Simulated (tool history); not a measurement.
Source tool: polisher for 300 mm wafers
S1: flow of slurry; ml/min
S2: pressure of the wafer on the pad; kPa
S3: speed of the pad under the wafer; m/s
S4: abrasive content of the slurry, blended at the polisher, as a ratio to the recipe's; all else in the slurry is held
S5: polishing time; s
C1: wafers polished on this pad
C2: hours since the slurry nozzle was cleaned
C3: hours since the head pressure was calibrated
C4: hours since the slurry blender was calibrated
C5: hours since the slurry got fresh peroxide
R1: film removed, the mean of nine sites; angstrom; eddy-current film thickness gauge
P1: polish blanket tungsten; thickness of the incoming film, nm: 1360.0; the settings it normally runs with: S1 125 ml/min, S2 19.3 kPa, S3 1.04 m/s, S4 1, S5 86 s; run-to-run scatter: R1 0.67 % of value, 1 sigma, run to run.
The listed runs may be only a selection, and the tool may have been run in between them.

run 1 hour=10.5 | S1=125 S2=19.3 S3=1.04 S4=1 S5=86 | C1=681 C2=562 C3=118.4 C4=117.2 C5=53.3 | R1=3233.2
run 2 hour=19.2 | S1=125 S2=19.3 S3=1.04 S4=1 S5=47 | C1=750 C2=570.7 C3=127.1 C4=125.9 C5=62 | R1=1786.6
run 3 hour=34 | S1=125 S2=19.3 S3=1.04 S4=1.45 S5=86 | C1=868 C2=585.5 C3=141.9 C4=140.7 C5=76.8 | R1=3552.5
run 4 hour=42.9 | S1=125 S2=19.3 S3=1.04 S4=1 S5=86 | C1=938 C2=594.4 C3=150.8 C4=149.6 C5=85.7 | R1=3261
run 5 hour=53.7 | S1=125 S2=19.3 S3=1.04 S4=1 S5=86 | C1=1024 C2=605.2 C3=161.6 C4=160.4 C5=96.5 | R1=3284.6
run 6 hour=67.3 | S1=125 S2=19.3 S3=1.04 S4=1 S5=125 | C1=1132 C2=618.8 C3=175.2 C4=174 C5=110.1 | R1=4727.1
run 7 hour=75.3 | S1=125 S2=25.5 S3=1.04 S4=1 S5=86 | C1=1196 C2=626.8 C3=183.2 C4=182 C5=118.1 | R1=4269.7
run 8 hour=92.7 | S1=185 S2=19.3 S3=1.04 S4=1 S5=86 | C1=1334 C2=644.2 C3=200.6 C4=199.4 C5=135.5 | R1=3512
-- hour=93.7 slurry tank refilled with fresh slurry and peroxide
run 9 hour=102.6 | S1=125 S2=19.3 S3=1.56 S4=1 S5=86 | C1=1413 C2=654.1 C3=210.5 C4=209.3 C5=9 | R1=4878.9
run 10 hour=116.5 | S1=125 S2=19.3 S3=1.04 S4=1 S5=86 | C1=1524 C2=668 C3=224.4 C4=223.2 C5=22.9 | R1=3248.7
run 11 hour=124 | S1=125 S2=19.3 S3=0.46 S4=1 S5=86 | C1=1583 C2=675.5 C3=231.9 C4=230.7 C5=30.4 | R1=1438.4
run 12 hour=134.3 | S1=125 S2=11.7 S3=0.68 S4=1 S5=86 | C1=1665 C2=685.8 C3=242.2 C4=241 C5=40.7 | R1=1296.7
run 13 hour=142.8 | S1=125 S2=19.3 S3=1.04 S4=1 S5=86 | C1=1733 C2=694.3 C3=250.7 C4=249.5 C5=49.2 | R1=3281.7
run 14 hour=156 | S1=125 S2=19.3 S3=1.04 S4=1.3 S5=57 | C1=1838 C2=707.5 C3=263.9 C4=262.7 C5=62.4 | R1=2282
run 15 hour=167.8 | S1=125 S2=19.3 S3=1.04 S4=0.6 S5=86 | C1=1932 C2=719.3 C3=275.7 C4=274.5 C5=74.2 | R1=2888
run 16 hour=183.5 | S1=75 S2=19.3 S3=1.04 S4=1 S5=86 | C1=2057 C2=735 C3=291.4 C4=290.2 C5=89.9 | R1=2866.6
run 17 hour=197.8 | S1=125 S2=9 S3=1.04 S4=1 S5=86 | C1=2170 C2=749.3 C3=305.7 C4=304.5 C5=104.2 | R1=1520.3
run 18 hour=209.4 | S1=125 S2=19.3 S3=1.04 S4=1 S5=86 | C1=2262 C2=760.9 C3=317.3 C4=316.1 C5=115.8 | R1=3278.6
run 19 hour=226.7 | S1=125 S2=19.3 S3=1.04 S4=1 S5=86 | C1=2400 C2=778.2 C3=334.6 C4=333.4 C5=133.1 | R1=3121.8
run 20 hour=240.3 | S1=125 S2=19.3 S3=1.04 S4=1 S5=86 | C1=2508 C2=791.8 C3=348.2 C4=347 C5=146.7 | R1=3020.2
-- hour=247.9 worn pad replaced by a new one
-- hour=253.9 slurry tank refilled with fresh slurry and peroxide
run 21 hour=257 | S1=125 S2=19.3 S3=1.04 S4=1 S5=86 | C1=72 C2=808.5 C3=364.9 C4=363.7 C5=3.1 | R1=2970.7
run 22 hour=268.5 | S1=125 S2=19.3 S3=1.04 S4=1 S5=86 | C1=163 C2=820 C3=376.4 C4=375.2 C5=14.6 | R1=2964.5
-- hour=278.7 slurry blender recalibrated
run 23 hour=280 | S1=125 S2=19.3 S3=1.04 S4=1 S5=86 | C1=255 C2=831.5 C3=387.9 C4=1.4 C5=26.1 | R1=2961.3
run 24 hour=288.5 | S1=125 S2=19.3 S3=1.04 S4=1 S5=86 | C1=322 C2=840 C3=396.4 C4=9.9 C5=34.6 | R1=2929.9
run 25 hour=302.8 | S1=125 S2=19.3 S3=1.04 S4=1 S5=86 | C1=436 C2=854.3 C3=410.7 C4=24.2 C5=48.9 | R1=2927.6
run 26 hour=319.3 | S1=125 S2=19.3 S3=1.04 S4=1 S5=86 | C1=567 C2=870.8 C3=427.2 C4=40.7 C5=65.4 | R1=2961.5

The output of P1 has drifted from where it used to be. Each of the 2 causes below, taken at the size shown beside it, accounts for the log equally well:
A: slurry flow missing at the pad, % = 34.3
B: head's pressure below its setpoint, % = 9.86
The creep began at about hour 209.4.
The rest of the possible causes, and what rules out each one:
removal rate lost through wear of the pad, %: serviced at hour 247.9, after the change had begun; the process did not return to its earlier output
abrasive missing from the slurry, %: serviced at hour 278.7, after the change had begun; the process did not return to its earlier output
peroxide lost from the slurry, %: serviced at hour 253.9, after the change had begun; the process did not return to its earlier output

Which of the check runs below tells the causes apart, meaning the causes would give it clearly different results? Each run uses 3 wafers whose results are averaged, and each result is shown as a question mark.
run check 1 hour=335.8 | S1=125 S2=19.3 S3=1.46 S4=0.65 S5=86 | R1=?
run check 2 hour=335.8 | S1=125 S2=13.8 S3=1.04 S4=1 S5=86 | R1=?
run check 3 hour=335.8 | S1=185 S2=19.3 S3=1.04 S4=1 S5=86 | R1=?
run check 4 hour=335.8 | S1=125 S2=9 S3=1.04 S4=1.4 S5=86 | R1=?

Check results expected under each cause:
check=check_1 result=R1 if_A=3727.7 if_B=3728.2
check=check_2 result=R1 if_A=2095.5 if_B=2095.8
check=check_3 result=R1 if_A=3236.3 if_B=3137.9
check=check_4 result=R1 if_A=1476.8 if_B=1477
Distance between the nearest two causes, measured in the result of the check that separates them most: check 1 0.01 %; check 2 0.01 %; check 3 3.09 %; check 4 0.01 %
Check 3 is the one run that separates the causes; every other check would come out nearly the same whichever cause is at work.

Then check 3 was run and gave: R1 3151.8 angstrom. Which cause is it?

The cause is B: head's pressure below its setpoint, %.
